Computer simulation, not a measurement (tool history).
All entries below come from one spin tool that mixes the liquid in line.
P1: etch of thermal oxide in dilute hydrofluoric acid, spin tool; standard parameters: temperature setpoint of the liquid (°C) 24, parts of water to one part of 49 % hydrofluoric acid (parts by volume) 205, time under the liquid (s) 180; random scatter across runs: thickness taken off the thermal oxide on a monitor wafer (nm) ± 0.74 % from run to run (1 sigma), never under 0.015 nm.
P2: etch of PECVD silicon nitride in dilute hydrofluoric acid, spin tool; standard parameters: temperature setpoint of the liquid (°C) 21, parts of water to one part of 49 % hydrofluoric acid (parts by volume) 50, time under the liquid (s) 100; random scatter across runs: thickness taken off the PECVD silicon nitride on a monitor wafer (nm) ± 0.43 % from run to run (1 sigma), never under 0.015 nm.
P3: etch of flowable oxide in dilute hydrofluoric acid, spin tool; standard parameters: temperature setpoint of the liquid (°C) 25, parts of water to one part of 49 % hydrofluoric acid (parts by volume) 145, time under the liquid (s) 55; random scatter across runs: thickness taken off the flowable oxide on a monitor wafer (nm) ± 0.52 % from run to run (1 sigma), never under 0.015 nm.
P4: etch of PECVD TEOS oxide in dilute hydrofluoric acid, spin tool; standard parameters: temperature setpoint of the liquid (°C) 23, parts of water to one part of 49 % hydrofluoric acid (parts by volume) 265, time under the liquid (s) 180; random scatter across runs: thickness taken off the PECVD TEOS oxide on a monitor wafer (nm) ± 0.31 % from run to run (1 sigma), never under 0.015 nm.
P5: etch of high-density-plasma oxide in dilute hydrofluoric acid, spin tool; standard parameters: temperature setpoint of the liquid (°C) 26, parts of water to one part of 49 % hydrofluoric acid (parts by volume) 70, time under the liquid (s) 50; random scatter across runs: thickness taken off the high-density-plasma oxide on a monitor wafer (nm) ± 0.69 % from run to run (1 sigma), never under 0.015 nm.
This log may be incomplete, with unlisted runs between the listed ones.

run,day,process that ran,temperature setpoint of the liquid (°C),parts of water to one part of 49 % hydrofluoric acid (parts by volume),time under the liquid (s),thickness taken off the thermal oxide on a monitor wafer (nm),thickness taken off the PECVD silicon nitride on a monitor wafer (nm),thickness taken off the PECVD TEOS oxide on a monitor wafer (nm),thickness taken off the flowable oxide on a monitor wafer (nm),thickness taken off the high-density-plasma oxide on a monitor wafer (nm)
1,0.15,P1,24,205,180,3.5063,,,,
2,0.333,P2,21,50,100,,8.7706,,,
3,0.5,P2,21,80,100,,5.5591,,,
4,0.825,P1,24,50,335,31.447,,,,
5,1.004,P4,23,265,180,,,6.9992,,
6,1.167,P3,20.5,145,55,,,,15.83,
7,1.396,P5,26,100,50,,,,,2.7816
8,1.662,P1,24,205,330,6.4025,,,,
9,1.888,P1,24,205,30,0.58178,,,,
10,2.192,P4,23,265,30,,,1.1618,,
11,2.462,P3,25,145,55,,,,18.734,
12,2.783,P4,28,265,180,,,8.2735,,
13,3.104,P1,24,205,180,3.4814,,,,
14,3.388,P3,25,230,55,,,,10.752,
15,3.621,P2,17,50,100,,6.5479,,,
16,3.938,P1,17,205,180,2.6925,,,,
17,4.117,P3,25,145,110,,,,37.091,
18,4.45,P2,21,50,100,,8.7436,,,
19,4.792,P5,26,70,15,,,,,1.2492
20,5.071,P5,34,70,50,,,,,5.6024
21,5.3,P1,24,205,180,3.4289,,,,
22,5.462,P1,24,205,180,3.5019,,,,
23,5.675,P4,23,265,180,,,7.0153,,
24,5.9,P3,25,145,55,,,,18.729,
25,6.129,P5,26,70,50,,,,,4.1459
26,6.379,P1,24,205,180,3.5113,,,,
27,6.712,P1,31.5,205,180,4.6025,,,,
28,7.033,P4,23,425,180,,,3.7644,,
29,7.312,P1,24,90,180,9.1861,,,,
30,7.617,P1,24,310,180,2.1025,,,,
31,7.879,P2,21,50,15,,1.3143,,,
32,8.054,P1,24,205,180,3.466,,,,
33,8.212,P1,24,205,180,3.3877,,,,
34,8.483,P1,24,205,180,3.2959,,,,
35,8.767,P1,24,205,180,3.2016,,,,
36,8.925,P1,24,205,180,3.1892,,,,
37,9.138,P1,24,205,180,3.1926,,,,
38,9.354,P1,24,205,180,3.256,,,,

Something has made what P1 gives creep away from where it was; the 2 causes below, each at its own stated size, fit the log equally well:
A: liquid colder than its thermometer reads (K) = 2.1
B: hydrofluoric acid flow below the setpoint (%) = 6.17
Creep in the process output first set in at about day 8.054.

Of the 4 check runs listed below, each run on one wafer and each result written as a question mark, which would let you distinguish the listed causes because they would give clearly different results?
check 1,9.571,P5,26,70,50,,,,,?
check 2,9.571,P3,25,145,55,,,,?,
check 3,9.571,P4,23,265,180,,,?,,
check 4,9.571,P2,21,50,100,,?,,,

Check results expected under each cause:
check,result,if A,if B
check 1,thickness taken off the high-density-plasma oxide on a monitor wafer (nm),3.7858,3.8414
check 2,thickness taken off the flowable oxide on a monitor wafer (nm),17.298,17.398
check 3,thickness taken off the PECVD TEOS oxide on a monitor wafer (nm),6.4764,6.4483
check 4,thickness taken off the PECVD silicon nitride on a monitor wafer (nm),7.5937,8.2581
How far apart the two closest causes lie, in the result that separates them most: check 1 1.46 %; check 2 0.58 %; check 3 0.44 %; check 4 8.39 %
Only in check 4 would the causes give clearly different results; in the remaining checks their results would be nearly the same.

Check 4 was carried out, with these results: thickness taken off the PECVD silicon nitride on a monitor wafer (nm) 8.2291. Which of the listed causes is responsible?

The cause is B: hydrofluoric acid flow below the setpoint (%).

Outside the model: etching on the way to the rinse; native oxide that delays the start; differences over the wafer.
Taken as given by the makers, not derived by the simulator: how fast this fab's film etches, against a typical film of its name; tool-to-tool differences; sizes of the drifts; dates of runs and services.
